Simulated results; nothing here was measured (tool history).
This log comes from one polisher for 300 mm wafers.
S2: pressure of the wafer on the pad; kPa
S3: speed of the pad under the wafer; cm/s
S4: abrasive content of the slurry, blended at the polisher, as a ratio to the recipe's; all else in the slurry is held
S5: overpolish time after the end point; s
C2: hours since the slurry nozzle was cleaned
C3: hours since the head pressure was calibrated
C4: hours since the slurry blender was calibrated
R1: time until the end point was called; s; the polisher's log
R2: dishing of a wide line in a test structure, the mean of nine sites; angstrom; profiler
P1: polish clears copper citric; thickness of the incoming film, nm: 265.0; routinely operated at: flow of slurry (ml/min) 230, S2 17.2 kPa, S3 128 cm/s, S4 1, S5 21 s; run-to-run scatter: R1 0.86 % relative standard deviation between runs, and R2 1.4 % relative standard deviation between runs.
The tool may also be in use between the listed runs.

Run 1, hour 2.6: flow of slurry (ml/min) 230, S2 17.2 kPa, S3 128 cm/s, S4 1, S5 21 s; wafers polished on this pad 154; C2 357.5; C3 379.1; C4 157.3. Result: R1 116.32 s, R2 328.7 angstrom.
Run 2, hour 5.4: flow of slurry (ml/min) 140, S2 17.2 kPa, S3 128 cm/s, S4 1, S5 21 s; wafers polished on this pad 181; C2 360.3; C3 381.9; C4 160.1. Result: R1 122.08 s, R2 309.17 angstrom.
Run 3, hour 10.4: flow of slurry (ml/min) 230, S2 17.2 kPa, S3 162 cm/s, S4 1, S5 37 s; wafers polished on this pad 230; C2 365.3; C3 386.9; C4 165.1. Result: R1 91.25 s, R2 601.22 angstrom.
Run 4, hour 13.2: flow of slurry (ml/min) 335, S2 24.8 kPa, S3 128 cm/s, S4 1, S5 21 s; wafers polished on this pad 257; C2 368.1; C3 389.7; C4 167.9. Result: R1 78.25 s, R2 457.38 angstrom.
Run 5, hour 16.2: flow of slurry (ml/min) 315, S2 17.2 kPa, S3 128 cm/s, S4 1, S5 21 s; wafers polished on this pad 286; C2 371.1; C3 392.7; C4 170.9. Result: R1 113.16 s, R2 338.42 angstrom.
Run 6, hour 19.5: flow of slurry (ml/min) 230, S2 17.2 kPa, S3 128 cm/s, S4 1, S5 21 s; wafers polished on this pad 317; C2 374.4; C3 396; C4 174.2. Result: R1 115.57 s, R2 322.83 angstrom.
Run 7, hour 23.4: flow of slurry (ml/min) 230, S2 23.4 kPa, S3 128 cm/s, S4 1, S5 21 s; wafers polished on this pad 355; C2 378.3; C3 399.9; C4 178.1. Result: R1 86.374 s, R2 420.3 angstrom.
Run 8, hour 27.1: flow of slurry (ml/min) 230, S2 17.2 kPa, S3 92 cm/s, S4 1, S5 21 s; wafers polished on this pad 391; C2 382; C3 403.6; C4 181.8. Result: R1 160.44 s, R2 247.68 angstrom.
Run 9, hour 30: flow of slurry (ml/min) 230, S2 7.6 kPa, S3 128 cm/s, S4 1, S5 21 s; wafers polished on this pad 419; C2 384.9; C3 406.5; C4 184.7. Result: R1 256.06 s, R2 159.24 angstrom.
Run 10, hour 34.3: flow of slurry (ml/min) 230, S2 17.2 kPa, S3 128 cm/s, S4 1, S5 21 s; wafers polished on this pad 460; C2 389.2; C3 410.8; C4 189. Result: R1 115.35 s, R2 330.53 angstrom.
Run 11, hour 36.6: flow of slurry (ml/min) 230, S2 17.2 kPa, S3 128 cm/s, S4 1, S5 21 s; wafers polished on this pad 482; C2 391.5; C3 413.1; C4 191.3. Result: R1 116.14 s, R2 329.85 angstrom.
Run 12, hour 40.4: flow of slurry (ml/min) 230, S2 17.2 kPa, S3 128 cm/s, S4 1, S5 6 s; wafers polished on this pad 519; C2 395.3; C3 416.9; C4 195.1. Result: R1 116.45 s, R2 105.22 angstrom.
Run 13, hour 44.4: flow of slurry (ml/min) 230, S2 17.2 kPa, S3 128 cm/s, S4 1, S5 21 s; wafers polished on this pad 558; C2 399.3; C3 420.9; C4 199.1. Result: R1 116.41 s, R2 327.34 angstrom.
Run 14, hour 49.2: flow of slurry (ml/min) 230, S2 17.2 kPa, S3 128 cm/s, S4 1.35, S5 21 s; wafers polished on this pad 604; C2 404.1; C3 425.7; C4 203.9. Result: R1 108.28 s, R2 341.77 angstrom.
Run 15, hour 54.6: flow of slurry (ml/min) 230, S2 17.2 kPa, S3 128 cm/s, S4 1, S5 21 s; wafers polished on this pad 656; C2 409.5; C3 431.1; C4 209.3. Result: R1 114.39 s, R2 321.35 angstrom.
Run 16, hour 58.5: flow of slurry (ml/min) 230, S2 17.2 kPa, S3 128 cm/s, S4 1, S5 21 s; wafers polished on this pad 694; C2 413.4; C3 435; C4 213.2. Result: R1 115.71 s, R2 323.63 angstrom.
Run 17, hour 63.2: flow of slurry (ml/min) 230, S2 17.2 kPa, S3 128 cm/s, S4 1, S5 38 s; wafers polished on this pad 739; C2 418.1; C3 439.7; C4 217.9. Result: R1 114.92 s, R2 520.45 angstrom.
Run 18, hour 68.4: flow of slurry (ml/min) 230, S2 17.2 kPa, S3 178 cm/s, S4 1, S5 21 s; wafers polished on this pad 789; C2 423.3; C3 444.9; C4 223.1. Result: R1 83.819 s, R2 422.24 angstrom.
Run 19, hour 73.8: flow of slurry (ml/min) 230, S2 17.2 kPa, S3 128 cm/s, S4 0.6, S5 21 s; wafers polished on this pad 841; C2 428.7; C3 450.3; C4 228.5. Result: R1 128.77 s, R2 296.05 angstrom.
Run 20, hour 78.7: flow of slurry (ml/min) 230, S2 17.2 kPa, S3 128 cm/s, S4 1, S5 21 s; wafers polished on this pad 888; C2 433.6; C3 455.2; C4 233.4. Result: R1 116.81 s, R2 321.39 angstrom.
Run 21, hour 83.3: flow of slurry (ml/min) 230, S2 17.2 kPa, S3 128 cm/s, S4 1, S5 21 s; wafers polished on this pad 933; C2 438.2; C3 459.8; C4 238. Result: R1 121.62 s, R2 311.58 angstrom.
Run 22, hour 86.5: flow of slurry (ml/min) 230, S2 17.2 kPa, S3 128 cm/s, S4 1, S5 21 s; wafers polished on this pad 964; C2 441.4; C3 463; C4 241.2. Result: R1 121.54 s, R2 313.85 angstrom.
Run 23, hour 90.8: flow of slurry (ml/min) 230, S2 17.2 kPa, S3 128 cm/s, S4 1, S5 21 s; wafers polished on this pad 1005; C2 445.7; C3 467.3; C4 245.5. Result: R1 125.9 s, R2 301.05 angstrom.
At hour 95.6: head pressure recalibrated.
Run 24, hour 96: flow of slurry (ml/min) 230, S2 17.2 kPa, S3 128 cm/s, S4 1, S5 21 s; wafers polished on this pad 1055; C2 450.9; C3 0.4; C4 250.7. Result: R1 123.43 s, R2 307.13 angstrom.
At hour 96.6: worn pad replaced by a new one.
Run 25, hour 100.3: flow of slurry (ml/min) 230, S2 17.2 kPa, S3 128 cm/s, S4 1, S5 21 s; wafers polished on this pad 36; C2 455.2; C3 4.7; C4 255. Result: R1 126.46 s, R2 307.24 angstrom.
Run 26, hour 105.2: flow of slurry (ml/min) 230, S2 17.2 kPa, S3 128 cm/s, S4 1, S5 21 s; wafers polished on this pad 83; C2 460.1; C3 9.6; C4 259.9. Result: R1 124.38 s, R2 299.14 angstrom.

Compared with where it was, what P1 gives has crept away. Each cause listed below fits the log as well as the rest, at the size given for it:
A: slurry flow missing at the pad, % = 39.5
B: abrasive missing from the slurry, % = 29.7
The gradual shift began around hour 78.7.
All other causes, with the reason each is excluded:
removal rate lost through wear of the pad, %: its service at hour 96.6 followed the start of the drift and did not put the process back to its old value
head's pressure below its setpoint, %: its service at hour 95.6 followed the start of the drift and did not put the process back to its old value

Of the 4 check runs below, each run on 3 wafers with the results averaged and each result still a question mark, which one would tell the listed causes apart?
Run check 1, hour 110.1: flow of slurry (ml/min) 230, S2 7.6 kPa, S3 128 cm/s, S4 0.75, S5 21 s. Result: R1 ?, R2 ?.
Run check 2, hour 110.1: flow of slurry (ml/min) 230, S2 7.6 kPa, S3 128 cm/s, S4 1, S5 21 s. Result: R1 ?, R2 ?.
Run check 3, hour 110.1: flow of slurry (ml/min) 230, S2 9 kPa, S3 128 cm/s, S4 1, S5 21 s. Result: R1 ?, R2 ?.
Run check 4, hour 110.1: flow of slurry (ml/min) 140, S2 17.2 kPa, S3 128 cm/s, S4 1, S5 21 s. Result: R1 ?, R2 ?.

Outcome of each check run for each possible cause:
  check  result    if A    if B
check 1      R1  293.52  292.74
check 1      R2  140.19  140.53
check 2      R1  276.27  276.27
check 2      R2  148.16  148.17
check 3      R1  235.58  235.57
check 3      R2  171.98  171.98
check 4      R1  140.32   134.5
check 4      R2  277.14  287.41
How far apart the two closest causes lie, in the result that separates them most: check 1 0.27 %; check 2 0 %; check 3 0 %; check 4 4.24 %
Check 4 distinguishes between the causes, while the remaining checks would return nearly the same result for all of them.

Then check 4 was run and gave: R1 134.36 s; R2 291.09 angstrom. Which cause is it?

It is B: abrasive missing from the slurry, %.

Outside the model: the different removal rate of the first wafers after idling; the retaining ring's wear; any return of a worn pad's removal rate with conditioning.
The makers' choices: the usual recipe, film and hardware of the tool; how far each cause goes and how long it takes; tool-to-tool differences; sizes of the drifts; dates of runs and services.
